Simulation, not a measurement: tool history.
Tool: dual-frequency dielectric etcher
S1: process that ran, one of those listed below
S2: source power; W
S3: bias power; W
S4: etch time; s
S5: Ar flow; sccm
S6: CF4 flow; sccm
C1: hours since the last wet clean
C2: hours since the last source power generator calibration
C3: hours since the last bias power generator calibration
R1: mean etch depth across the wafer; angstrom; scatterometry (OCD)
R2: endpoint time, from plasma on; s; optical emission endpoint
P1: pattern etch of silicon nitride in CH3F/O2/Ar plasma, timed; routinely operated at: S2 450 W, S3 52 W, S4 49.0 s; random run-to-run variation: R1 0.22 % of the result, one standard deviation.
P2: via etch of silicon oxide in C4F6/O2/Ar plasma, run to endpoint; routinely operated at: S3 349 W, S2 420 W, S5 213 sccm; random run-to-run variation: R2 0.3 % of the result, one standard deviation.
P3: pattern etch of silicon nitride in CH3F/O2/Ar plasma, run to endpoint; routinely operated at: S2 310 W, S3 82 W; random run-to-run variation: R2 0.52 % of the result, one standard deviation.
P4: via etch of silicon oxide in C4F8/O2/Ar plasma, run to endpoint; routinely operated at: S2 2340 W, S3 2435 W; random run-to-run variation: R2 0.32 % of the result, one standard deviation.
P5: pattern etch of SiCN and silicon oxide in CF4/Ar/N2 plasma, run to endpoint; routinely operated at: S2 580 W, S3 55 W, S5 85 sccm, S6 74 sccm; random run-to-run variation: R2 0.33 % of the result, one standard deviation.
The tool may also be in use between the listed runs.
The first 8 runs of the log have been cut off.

run	day	S1	S2	S3	S4	S5	S6	C1	C2	C3	R1	R2
9	4.338	P4	1400	2435				475.7	2958.4	2022.7		185.130
10	4.942	P1	450	52	72.5			490.2	2972.9	2037.2	473.56	
11	5.333	P1	330	52	64.0			499.6	2982.3	2046.6	371.46	
12	5.904	P1	450	52	49.0			513.3	2996.0	2060.3	320.40	
13	6.508	P2	560	349		213		527.8	3010.5	2074.8		27.090
# day 6.796: source power generator calibrated
14	7.000	P5	400	55		85	74	539.6	5.0	2086.6		15.510
15	7.596	P4	2340	2435				553.9	19.3	2100.9		151.110
16	7.908	P1	450	52	49.0			561.4	26.8	2108.4	318.96	
17	8.458	P2	420	349		135		574.6	40.0	2121.6		28.596
18	8.900	P3	370	82				585.2	50.6	2132.2		85.010
19	9.433	P1	450	33	38.0			598.0	63.4	2145.0	217.88	
20	10.038	P1	450	52	49.0			612.5	77.9	2159.5	320.66	
21	10.567	P5	580	55		109	74	625.2	90.6	2172.2		11.652
22	10.962	P1	450	67	49.0			634.7	100.1	2181.7	348.75	
23	11.417	P2	420	349		213		645.6	111.0	2192.6		29.963
24	11.825	P5	580	55		85	99	655.4	120.8	2202.4		10.691
25	12.196	P1	450	52	49.0			664.3	129.7	2211.3	319.79	
26	12.492	P1	450	52	49.0			671.4	136.8	2218.4	319.44	

Run 27 is up next; what results do you expect?
27	13.025	P1	290	52	49.0			684.2	149.6	2231.2	?	

{"run 27": {"R1": 268.81}}
